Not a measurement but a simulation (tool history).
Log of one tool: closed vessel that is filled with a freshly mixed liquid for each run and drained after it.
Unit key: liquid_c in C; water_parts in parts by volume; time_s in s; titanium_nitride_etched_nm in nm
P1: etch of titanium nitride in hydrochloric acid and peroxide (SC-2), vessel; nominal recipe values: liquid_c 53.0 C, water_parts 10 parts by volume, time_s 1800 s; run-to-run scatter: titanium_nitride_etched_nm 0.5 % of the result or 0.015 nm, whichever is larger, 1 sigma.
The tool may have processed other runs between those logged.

{"run": 1, "hour": 12.9, "liquid_c": 53.0, "water_parts": 10, "time_s": 1800, "titanium_nitride_etched_nm": 36.935}
{"run": 2, "hour": 20.6, "liquid_c": 68.0, "water_parts": 10, "time_s": 1800, "titanium_nitride_etched_nm": 95.023}
{"run": 3, "hour": 30.5, "liquid_c": 53.0, "water_parts": 10, "time_s": 150, "titanium_nitride_etched_nm": 3.0992}
{"run": 4, "hour": 45.5, "liquid_c": 53.0, "water_parts": 10, "time_s": 1800, "titanium_nitride_etched_nm": 36.782}
{"run": 5, "hour": 61.8, "liquid_c": 53.0, "water_parts": 10, "time_s": 1800, "titanium_nitride_etched_nm": 37.172}
{"run": 6, "hour": 69.6, "liquid_c": 53.0, "water_parts": 10, "time_s": 3565, "titanium_nitride_etched_nm": 73.903}
{"run": 7, "hour": 83.0, "liquid_c": 53.0, "water_parts": 10, "time_s": 1800, "titanium_nitride_etched_nm": 37.049}
{"run": 8, "hour": 93.8, "liquid_c": 63.0, "water_parts": 10, "time_s": 555, "titanium_nitride_etched_nm": 21.646}
{"run": 9, "hour": 102.1, "liquid_c": 53.0, "water_parts": 17, "time_s": 1800, "titanium_nitride_etched_nm": 23.339}
{"run": 10, "hour": 116.6, "liquid_c": 53.0, "water_parts": 10, "time_s": 1800, "titanium_nitride_etched_nm": 37.122}
{"run": 11, "hour": 133.8, "liquid_c": 53.0, "water_parts": 4, "time_s": 1800, "titanium_nitride_etched_nm": 73.818}
{"run": 12, "hour": 145.8, "liquid_c": 38.5, "water_parts": 10, "time_s": 1800, "titanium_nitride_etched_nm": 13.672}
{"run": 13, "hour": 155.4, "liquid_c": 40.0, "water_parts": 10, "time_s": 2535, "titanium_nitride_etched_nm": 21.319}
{"run": 14, "hour": 170.9, "liquid_c": 66.5, "water_parts": 10, "time_s": 2525, "titanium_nitride_etched_nm": 120.89}
{"run": 15, "hour": 185.1, "liquid_c": 53.0, "water_parts": 10, "time_s": 1800, "titanium_nitride_etched_nm": 37.252}
{"run": 16, "hour": 195.2, "liquid_c": 53.0, "water_parts": 10, "time_s": 1800, "titanium_nitride_etched_nm": 38.084}
{"run": 17, "hour": 211.1, "liquid_c": 53.0, "water_parts": 10, "time_s": 1800, "titanium_nitride_etched_nm": 39.857}
{"run": 18, "hour": 222.0, "liquid_c": 53.0, "water_parts": 10, "time_s": 1800, "titanium_nitride_etched_nm": 39.767}
{"run": 19, "hour": 235.1, "liquid_c": 53.0, "water_parts": 10, "time_s": 1800, "titanium_nitride_etched_nm": 40.174}

What will run 20 give?
{"run": 20, "hour": 242.8, "liquid_c": 53.0, "water_parts": 10, "time_s": 1800, "titanium_nitride_etched_nm": "?"}

titanium_nitride_etched_nm: 40.1650 nm

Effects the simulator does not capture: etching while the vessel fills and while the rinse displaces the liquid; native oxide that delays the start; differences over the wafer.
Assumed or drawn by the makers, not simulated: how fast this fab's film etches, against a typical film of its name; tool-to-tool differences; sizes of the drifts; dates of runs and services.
